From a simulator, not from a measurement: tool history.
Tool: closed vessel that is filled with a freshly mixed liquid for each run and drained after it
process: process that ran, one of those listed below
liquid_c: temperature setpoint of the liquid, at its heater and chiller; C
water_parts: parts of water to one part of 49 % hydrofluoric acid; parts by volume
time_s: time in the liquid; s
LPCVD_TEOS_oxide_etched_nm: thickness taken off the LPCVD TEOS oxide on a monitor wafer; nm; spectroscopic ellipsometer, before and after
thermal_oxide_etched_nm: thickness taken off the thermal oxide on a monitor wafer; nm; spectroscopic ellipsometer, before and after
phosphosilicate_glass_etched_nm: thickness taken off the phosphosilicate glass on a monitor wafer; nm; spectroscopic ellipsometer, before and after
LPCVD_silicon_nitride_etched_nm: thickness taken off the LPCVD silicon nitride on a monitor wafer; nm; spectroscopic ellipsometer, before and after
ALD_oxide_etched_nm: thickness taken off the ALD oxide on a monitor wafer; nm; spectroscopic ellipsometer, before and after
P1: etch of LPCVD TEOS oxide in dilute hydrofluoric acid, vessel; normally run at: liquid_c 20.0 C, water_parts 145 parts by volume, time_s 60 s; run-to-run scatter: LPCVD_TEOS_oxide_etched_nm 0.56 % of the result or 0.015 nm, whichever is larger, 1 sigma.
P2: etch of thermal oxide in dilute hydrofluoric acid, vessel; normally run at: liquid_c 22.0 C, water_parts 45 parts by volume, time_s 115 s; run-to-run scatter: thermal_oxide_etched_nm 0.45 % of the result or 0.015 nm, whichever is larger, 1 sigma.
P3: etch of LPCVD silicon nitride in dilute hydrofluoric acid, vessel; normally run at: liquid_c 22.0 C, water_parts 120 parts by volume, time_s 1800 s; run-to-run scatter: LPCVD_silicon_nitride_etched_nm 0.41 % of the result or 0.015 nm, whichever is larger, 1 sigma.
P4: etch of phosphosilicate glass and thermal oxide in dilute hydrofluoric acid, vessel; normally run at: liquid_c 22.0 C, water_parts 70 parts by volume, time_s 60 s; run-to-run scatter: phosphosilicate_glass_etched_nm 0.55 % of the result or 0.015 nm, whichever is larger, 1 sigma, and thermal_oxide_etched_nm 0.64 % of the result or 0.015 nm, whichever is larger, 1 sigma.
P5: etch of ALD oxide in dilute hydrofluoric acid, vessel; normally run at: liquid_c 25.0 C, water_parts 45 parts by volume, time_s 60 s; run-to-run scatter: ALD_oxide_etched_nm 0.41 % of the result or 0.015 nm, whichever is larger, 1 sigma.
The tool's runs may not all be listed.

run   hour  process  liquid_c  water_parts  time_s  LPCVD_TEOS_oxide_etched_nm  thermal_oxide_etched_nm  phosphosilicate_glass_etched_nm  LPCVD_silicon_nitride_etched_nm  ALD_oxide_etched_nm
  1    9.8       P1      20.0          145      60                      6.0572
  2   15.9       P1      20.0          145      60                      5.9950
  3   20.8       P1      20.0          145      60                      6.0319
  4   27.5       P2      22.0           25     115                                              21.5070
  5   36.2       P4      22.0           70      60                                               4.0223                           68.589
  6   46.4       P1      20.0           95      30                      4.8763
  7   56.9       P3      17.0          120    1800                                                                                                                4.73260
  8   65.7       P3      22.0          120    1800                                                                                                                6.62290
  9   71.2       P1      20.0           90      60                     10.3860
 10   78.8       P1      20.0          145      60                      5.9710
 11   89.6       P2      22.0           45     115                                              11.5530
 12   99.9       P1      20.0          195      35                      2.4382
 13  106.3       P5      25.0           45      60                                                                                                                                      24.162
 14  116.1       P1      20.0          145      30                      3.0047
 15  125.7       P3      22.0          120     215                                                                                                                0.77718
 16  136.6       P5      25.0           45      30                                                                                                                                      12.076
 17  146.8       P1      20.0          145     120                     12.1130
 18  158.2       P1      27.5          145      60                      8.0006
 19  166.9       P5      25.0           20      60                                                                                                                                      56.230
 20  172.8       P5      25.0           45      60                                                                                                                                      24.145
 21  177.9       P2      22.0           45     115                                              11.4520
 22  186.3       P1      17.0          145      60                      5.3284
 23  196.5       P5      33.0           45      60                                                                                                                                      33.023
 24  204.5       P1      20.0          145      60                      6.0188
 25  215.1       P3      22.0           30    1800                                                                                                               25.54600
 26  224.6       P2      22.0           45     190                                              18.9420
 27  234.8       P4      22.0          125      60                                               2.0996                           35.789
 28  244.5       P4      22.0           70      60                                               4.0229                           68.424
 29  251.0       P3      22.0          120    1800                                                                                                                6.66660
 30  256.3       P1      27.0           35      60                     37.8260
 31  261.4       P4      17.0           70      60                                               3.3103                           55.851
 32  272.6       P4      22.0           70      30                                               2.0385                           34.525
 33  278.0       P1      20.0          145      60                      6.0300
 34  287.8       P1      20.0          230      60                      3.4952
 35  297.8       P2      17.0           45     115                                               9.4116
 36  306.8       P1      20.0          145      60                      6.0358
 37  316.6       P1      20.0          145      60                      5.7583
 38  322.8       P1      20.0          145      60                      5.7434
 39  331.1       P1      20.0          145      60                      5.6761
 40  341.1       P1      20.0          145      60                      5.5137
 41  350.2       P1      20.0          145      60                      5.5271
 42  358.7       P1      20.0          145      60                      5.5578

What P1 gives has crept away from where it was. These 2 causes fit the log equally well, each at the size given:
A: liquid colder than its thermometer reads (K) = 2
B: hydrofluoric acid flow below the setpoint (%) = 6.73
The creep began at about hour 306.8.

4 check runs are offered, one wafer each, their results left as question marks. Which one tells the causes apart?
check 1  367.2       P2      22.0           45     115                                                    ?
check 2  367.2       P5      25.0           45      60                                                                                                                                           ?
check 3  367.2       P3      22.0          120    1800                                                                                                                      ?
check 4  367.2       P4      22.0           70      60                                                    ?                                ?

What each check would give under each cause:
  check                           result     if A     if B
check 1          thermal_oxide_etched_nm  10.5790  10.6930
check 2              ALD_oxide_etched_nm   22.180   22.369
check 3  LPCVD_silicon_nitride_etched_nm  5.78510  6.17720
check 4          thermal_oxide_etched_nm   3.6991   3.7260
check 4  phosphosilicate_glass_etched_nm   63.101   63.561
How far apart the two closest causes lie, in the result that separates them most: check 1 1.07 %; check 2 0.85 %; check 3 6.56 %; check 4 0.73 %
Only check 3 tells the causes apart: in the others they would give nearly the same result.

Check 3 was then run and gave: LPCVD_silicon_nitride_etched_nm 5.81680 nm. Which cause is it?

It is A: liquid colder than its thermometer reads (K).
